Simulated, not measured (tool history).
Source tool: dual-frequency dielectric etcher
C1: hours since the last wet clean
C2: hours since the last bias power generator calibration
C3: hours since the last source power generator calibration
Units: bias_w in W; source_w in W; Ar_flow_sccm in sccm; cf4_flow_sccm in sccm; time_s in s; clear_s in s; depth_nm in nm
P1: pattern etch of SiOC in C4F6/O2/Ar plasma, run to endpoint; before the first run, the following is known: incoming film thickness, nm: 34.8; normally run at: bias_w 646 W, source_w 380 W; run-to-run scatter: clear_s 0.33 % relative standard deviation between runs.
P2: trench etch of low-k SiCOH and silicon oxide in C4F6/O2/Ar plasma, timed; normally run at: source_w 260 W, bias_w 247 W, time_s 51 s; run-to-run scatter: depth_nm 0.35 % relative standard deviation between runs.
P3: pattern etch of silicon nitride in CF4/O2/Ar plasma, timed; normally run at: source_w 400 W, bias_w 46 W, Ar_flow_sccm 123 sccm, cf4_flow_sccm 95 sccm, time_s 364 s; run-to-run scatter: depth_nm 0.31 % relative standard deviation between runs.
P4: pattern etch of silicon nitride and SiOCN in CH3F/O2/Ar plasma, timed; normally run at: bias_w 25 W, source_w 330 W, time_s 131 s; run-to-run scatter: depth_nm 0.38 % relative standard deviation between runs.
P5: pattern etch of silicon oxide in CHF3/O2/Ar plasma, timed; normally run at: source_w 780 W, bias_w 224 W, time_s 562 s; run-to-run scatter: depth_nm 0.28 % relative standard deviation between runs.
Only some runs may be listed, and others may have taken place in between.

run 1 hour=5 | process=P1 bias_w=646 source_w=380 | C1=250.7 C2=2071.2 C3=428.1 | clear_s=10.822
run 2 hour=9.9 | process=P3 bias_w=32 source_w=400 Ar_flow_sccm=123 cf4_flow_sccm=95 time_s=364 | C1=255.6 C2=2076.1 C3=433 | depth_nm=484.35
run 3 hour=17.1 | process=P1 bias_w=646 source_w=380 | C1=262.8 C2=2083.3 C3=440.2 | clear_s=10.793
run 4 hour=22.8 | process=P5 bias_w=224 source_w=500 time_s=562 | C1=268.5 C2=2089 C3=445.9 | depth_nm=1127.4
run 5 hour=28.7 | process=P1 bias_w=646 source_w=380 | C1=274.4 C2=2094.9 C3=451.8 | clear_s=10.791
run 6 hour=36.3 | process=P2 bias_w=247 source_w=260 time_s=51 | C1=282 C2=2102.5 C3=459.4 | depth_nm=157.18
run 7 hour=42.2 | process=P3 bias_w=46 source_w=400 Ar_flow_sccm=123 cf4_flow_sccm=95 time_s=364 | C1=287.9 C2=2108.4 C3=465.3 | depth_nm=553.69
run 8 hour=49.3 | process=P2 bias_w=247 source_w=260 time_s=51 | C1=295 C2=2115.5 C3=472.4 | depth_nm=157.19
run 9 hour=53.9 | process=P3 bias_w=46 source_w=400 Ar_flow_sccm=123 cf4_flow_sccm=95 time_s=481 | C1=299.6 C2=2120.1 C3=477 | depth_nm=735.68
run 10 hour=59.7 | process=P5 bias_w=224 source_w=780 time_s=562 | C1=305.4 C2=2125.9 C3=482.8 | depth_nm=1335.8
run 11 hour=63.8 | process=P1 bias_w=646 source_w=380 | C1=309.5 C2=2130 C3=486.9 | clear_s=10.746
run 12 hour=68.8 | process=P2 bias_w=247 source_w=260 time_s=68 | C1=314.5 C2=2135 C3=491.9 | depth_nm=209.43
run 13 hour=74.1 | process=P5 bias_w=290 source_w=780 time_s=562 | C1=319.8 C2=2140.3 C3=497.2 | depth_nm=1460.1
run 14 hour=81.5 | process=P1 bias_w=780 source_w=260 | C1=327.2 C2=2147.7 C3=504.6 | clear_s=11.512
run 15 hour=85.3 | process=P5 bias_w=224 source_w=780 time_s=309 | C1=331 C2=2151.5 C3=508.4 | depth_nm=733.92
run 16 hour=89.3 | process=P3 bias_w=46 source_w=270 Ar_flow_sccm=123 cf4_flow_sccm=95 time_s=364 | C1=335 C2=2155.5 C3=512.4 | depth_nm=394.2
run 17 hour=92.9 | process=P4 bias_w=17 source_w=330 time_s=131 | C1=338.6 C2=2159.1 C3=516 | depth_nm=14.474
run 18 hour=97.5 | process=P3 bias_w=46 source_w=400 Ar_flow_sccm=123 cf4_flow_sccm=113 time_s=364 | C1=343.2 C2=2163.7 C3=520.6 | depth_nm=566.18
run 19 hour=104.7 | process=P1 bias_w=646 source_w=540 | C1=350.4 C2=2170.9 C3=527.8 | clear_s=9.5234
run 20 hour=111.8 | process=P4 bias_w=25 source_w=330 time_s=84.5 | C1=357.5 C2=2178 C3=534.9 | depth_nm=11.009
run 21 hour=118.7 | process=P1 bias_w=783 source_w=380 | C1=364.4 C2=2184.9 C3=541.8 | clear_s=10.032
run 22 hour=125.8 | process=P2 bias_w=247 source_w=160 time_s=51 | C1=371.5 C2=2192 C3=548.9 | depth_nm=130.56
run 23 hour=131.3 | process=P3 bias_w=46 source_w=400 Ar_flow_sccm=87 cf4_flow_sccm=95 time_s=364 | C1=377 C2=2197.5 C3=554.4 | depth_nm=578
run 24 hour=139.1 | process=P4 bias_w=25 source_w=330 time_s=131 | C1=384.8 C2=2205.3 C3=562.2 | depth_nm=17.127
run 25 hour=142.6 | process=P5 bias_w=224 source_w=780 time_s=562 | C1=388.3 C2=2208.8 C3=565.7 | depth_nm=1337.5
run 26 hour=149.9 | process=P3 bias_w=46 source_w=400 Ar_flow_sccm=123 cf4_flow_sccm=95 time_s=364 | C1=395.6 C2=2216.1 C3=573 | depth_nm=554.43
run 27 hour=155.4 | process=P4 bias_w=25 source_w=420 time_s=131 | C1=401.1 C2=2221.6 C3=578.5 | depth_nm=18.548
run 28 hour=162.8 | process=P1 bias_w=646 source_w=380 | C1=408.5 C2=2229 C3=585.9 | clear_s=10.814
run 29 hour=169.1 | process=P2 bias_w=201 source_w=260 time_s=51 | C1=414.8 C2=2235.3 C3=592.2 | depth_nm=147.76
run 30 hour=173.2 | process=P1 bias_w=646 source_w=380 | C1=418.9 C2=2239.4 C3=596.3 | clear_s=10.823
run 31 hour=177.1 | process=P1 bias_w=646 source_w=270 | C1=422.8 C2=2243.3 C3=600.2 | clear_s=12.235
run 32 hour=183.2 | process=P1 bias_w=512 source_w=380 | C1=428.9 C2=2249.4 C3=606.3 | clear_s=11.772
run 33 hour=189 | process=P1 bias_w=646 source_w=380 | C1=434.7 C2=2255.2 C3=612.1 | clear_s=10.852
run 34 hour=194.9 | process=P1 bias_w=646 source_w=380 | C1=440.6 C2=2261.1 C3=618 | clear_s=10.76
run 35 hour=201.4 | process=P1 bias_w=646 source_w=380 | C1=447.1 C2=2267.6 C3=624.5 | clear_s=10.628
run 36 hour=205.1 | process=P1 bias_w=646 source_w=380 | C1=450.8 C2=2271.3 C3=628.2 | clear_s=10.701
run 37 hour=208.9 | process=P1 bias_w=646 source_w=380 | C1=454.6 C2=2275.1 C3=632 | clear_s=10.664
-- hour=211.4 wet clean of the chamber
run 38 hour=215.9 | process=P1 bias_w=646 source_w=380 | C1=4.5 C2=2282.1 C3=639 | clear_s=10.565
run 39 hour=220.3 | process=P1 bias_w=646 source_w=380 | C1=8.9 C2=2286.5 C3=643.4 | clear_s=10.614
run 40 hour=224.5 | process=P1 bias_w=646 source_w=380 | C1=13.1 C2=2290.7 C3=647.6 | clear_s=10.6
run 41 hour=230.5 | process=P1 bias_w=646 source_w=380 | C1=19.1 C2=2296.7 C3=653.6 | clear_s=10.571

Compared with where it was, what P1 gives has crept away. Each cause listed below fits the log as well as the rest, at the size given for it:
A: bias power that arrives over what is set, % = 4.33
B: source power that arrives over what is set, % = 4.62
The process output started creeping at around hour 189.
Why every other cause is out:
chamber walls in a state that raises the etch rate, %: serviced after onset, at hour 211.4, with no recovery of the prior output

The check runs listed below each take one wafer, and their results are still question marks. Under which run would the listed causes lead to clearly different results?
run check 1 hour=236.5 | process=P2 bias_w=247 source_w=210 time_s=63 | depth_nm=?
run check 2 hour=236.5 | process=P4 bias_w=21 source_w=330 time_s=90.5 | depth_nm=?
run check 3 hour=236.5 | process=P3 bias_w=46 source_w=270 Ar_flow_sccm=123 cf4_flow_sccm=95 time_s=364 | depth_nm=?
run check 4 hour=236.5 | process=P5 bias_w=224 source_w=560 time_s=309 | depth_nm=?

Predicted outcomes, by check and by cause:
check=check_1 result=depth_nm if_A=182.16 if_B=182.56
check=check_2 result=depth_nm if_A=11.122 if_B=11.084
check=check_3 result=depth_nm if_A=401.92 if_B=410.93
check=check_4 result=depth_nm if_A=657.18 if_B=658.54
How far apart the two closest causes lie, in the result that separates them most: check 1 0.21 %; check 2 0.34 %; check 3 2.22 %; check 4 0.21 %
Only in check 3 would the causes give clearly different results; in the remaining checks their results would be nearly the same.

After running check 3, the following was obtained: depth_nm 410.61 nm. Which cause does this point to?

It was cause B: source power that arrives over what is set, %.

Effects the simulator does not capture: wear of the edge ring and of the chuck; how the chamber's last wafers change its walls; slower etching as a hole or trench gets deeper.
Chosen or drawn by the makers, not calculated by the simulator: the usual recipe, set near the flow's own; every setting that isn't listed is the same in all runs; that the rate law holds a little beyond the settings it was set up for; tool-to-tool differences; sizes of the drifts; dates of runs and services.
